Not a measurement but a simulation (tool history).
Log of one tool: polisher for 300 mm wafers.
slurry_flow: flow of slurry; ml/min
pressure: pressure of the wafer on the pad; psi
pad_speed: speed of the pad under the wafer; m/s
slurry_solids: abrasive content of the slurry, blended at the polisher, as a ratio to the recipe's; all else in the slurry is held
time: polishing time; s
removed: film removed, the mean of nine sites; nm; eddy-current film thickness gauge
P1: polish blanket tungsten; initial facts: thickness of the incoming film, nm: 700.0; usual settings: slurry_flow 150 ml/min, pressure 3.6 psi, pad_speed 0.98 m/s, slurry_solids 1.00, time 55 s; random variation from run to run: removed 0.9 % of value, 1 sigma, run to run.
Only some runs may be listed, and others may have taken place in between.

run	hour	slurry_flow	pressure	pad_speed	slurry_solids	time	wafers polished on this pad	hours since the slurry nozzle was cleaned	hours since the head pressure was calibrated	hours since the slurry blender was calibrated	hours since the slurry got fresh peroxide	removed
1	14.3	150	3.6	0.98	1.00	55	454	308.8	473.8	262.4	78.9	228.53
2	23.1	150	1.6	0.98	1.00	55	572	317.6	482.6	271.2	87.7	103.10
3	39.9	150	3.6	0.98	1.35	55	798	334.4	499.4	288.0	104.5	251.64
4	55.6	150	3.6	0.44	1.00	55	1008	350.1	515.1	303.7	120.2	103.68
5	68.3	150	3.6	0.98	1.00	37	1179	362.8	527.8	316.4	132.9	157.37
6	80.4	150	3.6	0.98	0.70	55	1341	374.9	539.9	328.5	145.0	215.36
7	91.1	150	3.6	0.98	1.00	83	1485	385.6	550.6	339.2	155.7	344.61
8	100.2	150	3.6	0.98	1.00	55	1607	394.7	559.7	348.3	164.8	231.72
9	114.2	180	3.6	0.98	1.25	55	1795	408.7	573.7	362.3	178.8	254.81
10	128.9	150	3.6	1.42	1.00	55	1992	423.4	588.4	377.0	193.5	334.51
11	145.2	150	3.6	0.98	1.35	83	2211	439.7	604.7	393.3	209.8	373.92
12	158.9	150	3.6	0.98	1.00	55	2394	453.4	618.4	407.0	223.5	234.45
13	168.1	90	3.6	0.98	1.00	55	2518	462.6	627.6	416.2	232.7	205.00
14	177.5	205	3.6	0.98	1.00	55	2644	472.0	637.0	425.6	242.1	243.10
15	185.2	150	5.3	0.98	1.00	55	2747	479.7	644.7	433.3	249.8	345.24
16	198.7	150	3.6	0.98	1.00	55	2928	493.2	658.2	446.8	263.3	231.41
17	207.9	150	3.6	0.98	1.00	55	3052	502.4	667.4	456.0	272.5	231.63
18	218.1	150	3.6	0.98	1.00	55	3189	512.6	677.6	466.2	282.7	233.12
19	234.7	150	3.6	0.98	1.00	55	3412	529.2	694.2	482.8	299.3	232.42
20	242.6	150	3.6	0.98	1.00	55	3518	537.1	702.1	490.7	307.2	233.08
21	253.3	150	3.6	0.98	1.00	55	3661	547.8	712.8	501.4	317.9	226.70
22	261.6	150	3.6	0.98	1.00	55	3773	556.1	721.1	509.7	326.2	224.00
23	273.4	150	3.6	0.98	1.00	55	3931	567.9	732.9	521.5	338.0	221.18
24	281.8	150	3.6	0.98	1.00	55	4044	576.3	741.3	529.9	346.4	221.96
25	292.3	150	3.6	0.98	1.00	55	4184	586.8	751.8	540.4	356.9	215.55
# hour 292.6: slurry blender recalibrated
26	305.9	150	3.6	0.98	1.00	55	4367	600.4	765.4	13.4	370.5	217.45
# hour 307.0: worn pad replaced by a new one
27	319.1	150	3.6	0.98	1.00	55	162	613.6	778.6	26.6	383.7	217.73
# hour 320.3: slurry tank refilled with fresh slurry and peroxide
28	328.8	150	3.6	0.98	1.00	55	292	623.3	788.3	36.3	8.6	212.81
29	337.7	150	3.6	0.98	1.00	55	412	632.2	797.2	45.2	17.5	214.15
30	353.3	150	3.6	0.98	1.00	55	621	647.8	812.8	60.8	33.1	212.77
31	363.1	150	3.6	0.98	1.00	55	753	657.6	822.6	70.6	42.9	214.94

The log shows P1 creeping away from where it was. Any of the 2 causes listed here, at the size stated for it, fits the log just as well as the others:
A: head's pressure below its setpoint, % = 7.32
B: slurry flow missing at the pad, % = 30.9
The onset of the drift is placed at about hour 242.6.
Every other cause this tool's parts could produce, and why it does not fit the log:
removal rate lost through wear of the pad, %: work on it at hour 307.0, done after the drift set in, did not restore what the process gave before
abrasive missing from the slurry, %: work on it at hour 292.6, done after the drift set in, did not restore what the process gave before
peroxide lost from the slurry, %: work on it at hour 320.3, done after the drift set in, did not restore what the process gave before

Of the 4 check runs below, each run on 3 wafers with the results averaged and each result still a question mark, which one would tell the listed causes apart?
check 1	372.9	150	5.2	0.98	1.00	55						?
check 2	372.9	150	3.6	0.98	0.75	55						?
check 3	372.9	150	3.6	0.56	1.00	55						?
check 4	372.9	90	2.9	0.98	1.00	55						?

Outcome of each check run for each possible cause:
check	result	if A	if B
check 1	removed	310.03	310.02
check 2	removed	200.71	200.71
check 3	removed	122.65	122.65
check 4	removed	154.52	148.03
How far apart the two closest causes lie, in the result that separates them most: check 1 0 %; check 2 0 %; check 3 0 %; check 4 4.29 %
The causes can be told apart only by check 4. The other checks would give nearly the same results under each of them.

Check 4 has now been run. It gave: removed 148.05 nm. Which of the candidate causes is it?

It is B: slurry flow missing at the pad, %.
